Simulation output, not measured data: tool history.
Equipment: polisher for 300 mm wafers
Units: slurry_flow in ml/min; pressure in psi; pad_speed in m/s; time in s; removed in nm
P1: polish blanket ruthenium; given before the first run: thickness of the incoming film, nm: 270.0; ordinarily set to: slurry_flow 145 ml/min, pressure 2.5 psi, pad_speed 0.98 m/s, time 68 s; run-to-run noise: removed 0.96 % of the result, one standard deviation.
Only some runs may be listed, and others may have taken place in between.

run 1 hour=2.6 | slurry_flow=145 pressure=2.5 pad_speed=0.98 time=68 | removed=101.300
run 2 hour=6.7 | slurry_flow=185 pressure=2.5 pad_speed=0.98 time=68 | removed=105.530
run 3 hour=9.4 | slurry_flow=85 pressure=2.5 pad_speed=0.98 time=68 | removed=89.949
run 4 hour=13.6 | slurry_flow=145 pressure=2.5 pad_speed=0.66 time=68 | removed=68.756
run 5 hour=16.2 | slurry_flow=145 pressure=2.5 pad_speed=0.98 time=68 | removed=103.150
run 6 hour=21.6 | slurry_flow=145 pressure=2.5 pad_speed=0.98 time=68 | removed=102.250
run 7 hour=25.2 | slurry_flow=145 pressure=2.5 pad_speed=1.54 time=68 | removed=159.860
run 8 hour=28.5 | slurry_flow=105 pressure=3.1 pad_speed=0.98 time=68 | removed=117.410
run 9 hour=31.0 | slurry_flow=145 pressure=2.5 pad_speed=0.98 time=37 | removed=56.103
run 10 hour=35.4 | slurry_flow=145 pressure=1.1 pad_speed=0.98 time=68 | removed=44.506
run 11 hour=39.3 | slurry_flow=145 pressure=2.5 pad_speed=0.98 time=68 | removed=102.310
run 12 hour=42.6 | slurry_flow=145 pressure=3.6 pad_speed=0.98 time=68 | removed=146.860
-- hour=44.7 slurry nozzle cleaned
run 13 hour=47.8 | slurry_flow=145 pressure=1.9 pad_speed=0.98 time=101 | removed=116.790
run 14 hour=53.2 | slurry_flow=145 pressure=2.5 pad_speed=0.98 time=68 | removed=100.590
run 15 hour=58.4 | slurry_flow=145 pressure=2.5 pad_speed=0.98 time=90 | removed=135.060
run 16 hour=62.7 | slurry_flow=145 pressure=1.2 pad_speed=1.34 time=68 | removed=66.830
run 17 hour=65.8 | slurry_flow=145 pressure=2.5 pad_speed=0.98 time=68 | removed=101.580
run 18 hour=69.9 | slurry_flow=145 pressure=2.5 pad_speed=0.98 time=68 | removed=97.419
run 19 hour=74.9 | slurry_flow=145 pressure=2.5 pad_speed=0.98 time=68 | removed=94.699
run 20 hour=79.3 | slurry_flow=145 pressure=2.5 pad_speed=0.98 time=68 | removed=96.268
-- hour=80.2 worn pad replaced by a new one
run 21 hour=82.4 | slurry_flow=145 pressure=2.5 pad_speed=0.98 time=68 | removed=93.765
run 22 hour=87.6 | slurry_flow=145 pressure=2.5 pad_speed=0.98 time=68 | removed=92.113
run 23 hour=92.1 | slurry_flow=145 pressure=2.5 pad_speed=0.98 time=68 | removed=96.697

What P1 gives has crept away from where it was. These 2 causes fit the log equally well, each at the size given:
A: slurry flow missing at the pad, % = 31.8
B: head's pressure below its setpoint, % = 7.85
The gradual shift began around hour 65.8.
All other causes, with the reason each is excluded:
removal rate lost through wear of the pad, %: serviced at hour 80.2, which brought nothing back

Which of the check runs below tells the causes apart, meaning the causes would give it clearly different results? Each run uses 2 wafers whose results are averaged, and each result is shown as a question mark.
run check 1 hour=96.6 | slurry_flow=145 pressure=2.5 pad_speed=1.26 time=68 | removed=?
run check 2 hour=96.6 | slurry_flow=145 pressure=3.0 pad_speed=0.68 time=68 | removed=?
run check 3 hour=96.6 | slurry_flow=145 pressure=3.3 pad_speed=0.98 time=68 | removed=?
run check 4 hour=96.6 | slurry_flow=85 pressure=2.5 pad_speed=0.98 time=68 | removed=?

What each check would give under each cause:
check=check_1 result=removed if_A=120.940 if_B=120.940
check=check_2 result=removed if_A=78.324 if_B=78.325
check=check_3 result=removed if_A=124.170 if_B=124.170
check=check_4 result=removed if_A=79.311 if_B=83.215
Per-check spread between the two closest causes, in the result where they differ most: check 1 0 %; check 2 0 %; check 3 0 %; check 4 4.81 %
Check 4 distinguishes between the causes, while the remaining checks would return nearly the same result for all of them.

Then check 4 was run and gave: removed 83.840 nm. Which cause is it?

The correct cause is B, namely: head's pressure below its setpoint, %.
